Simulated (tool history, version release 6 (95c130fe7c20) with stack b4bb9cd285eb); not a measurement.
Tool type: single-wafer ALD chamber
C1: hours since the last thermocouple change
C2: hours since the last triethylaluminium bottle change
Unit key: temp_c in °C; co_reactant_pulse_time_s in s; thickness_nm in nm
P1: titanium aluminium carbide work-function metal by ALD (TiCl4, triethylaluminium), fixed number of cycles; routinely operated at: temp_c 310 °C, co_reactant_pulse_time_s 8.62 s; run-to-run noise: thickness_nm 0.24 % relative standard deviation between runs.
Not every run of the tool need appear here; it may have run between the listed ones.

Run 1, hour 6.8: temp_c 310 °C, co_reactant_pulse_time_s 8.62 s; C1 295.3; C2 595.9. Result: thickness_nm 2.0540 nm.
Run 2, hour 16.9: temp_c 333 °C, co_reactant_pulse_time_s 13.75 s; C1 305.4; C2 606.0. Result: thickness_nm 2.3579 nm.
Run 3, hour 24.2: temp_c 299 °C, co_reactant_pulse_time_s 12.90 s; C1 312.7; C2 613.3. Result: thickness_nm 2.0355 nm.
Run 4, hour 33.6: temp_c 285 °C, co_reactant_pulse_time_s 8.62 s; C1 322.1; C2 622.7. Result: thickness_nm 1.8429 nm.
Run 5, hour 44.7: temp_c 324 °C, co_reactant_pulse_time_s 13.57 s; C1 333.2; C2 633.8. Result: thickness_nm 2.2792 nm.
At hour 49.4: triethylaluminium bottle replaced.
Run 6, hour 53.5: temp_c 310 °C, co_reactant_pulse_time_s 2.97 s; C1 342.0; C2 4.2. Result: thickness_nm 1.3918 nm.
Run 7, hour 65.5: temp_c 310 °C, co_reactant_pulse_time_s 8.62 s; C1 354.0; C2 16.2. Result: thickness_nm 2.0501 nm.
Run 8, hour 75.0: temp_c 310 °C, co_reactant_pulse_time_s 8.62 s; C1 363.5; C2 25.7. Result: thickness_nm 2.0621 nm.
At hour 82.7: thermocouple changed; heater temperature recalibrated.
Run 9, hour 86.4: temp_c 310 °C, co_reactant_pulse_time_s 13.83 s; C1 3.7; C2 37.1. Result: thickness_nm 2.1449 nm.
Run 10, hour 96.5: temp_c 310 °C, co_reactant_pulse_time_s 8.62 s; C1 13.8; C2 47.2. Result: thickness_nm 2.0530 nm.
Run 11, hour 102.5: temp_c 328 °C, co_reactant_pulse_time_s 8.62 s; C1 19.8; C2 53.2. Result: thickness_nm 2.2128 nm.
Run 12, hour 111.6: temp_c 310 °C, co_reactant_pulse_time_s 8.62 s; C1 28.9; C2 62.3. Result: thickness_nm 2.0612 nm.
Run 13, hour 121.9: temp_c 310 °C, co_reactant_pulse_time_s 8.62 s; C1 39.2; C2 72.6. Result: thickness_nm 2.0418 nm.

What will run 14 give?
Run 14, hour 133.2: temp_c 310 °C, co_reactant_pulse_time_s 8.62 s; C1 50.5; C2 83.9. Result: thickness_nm ?.

thickness_nm: 2.0334 nm

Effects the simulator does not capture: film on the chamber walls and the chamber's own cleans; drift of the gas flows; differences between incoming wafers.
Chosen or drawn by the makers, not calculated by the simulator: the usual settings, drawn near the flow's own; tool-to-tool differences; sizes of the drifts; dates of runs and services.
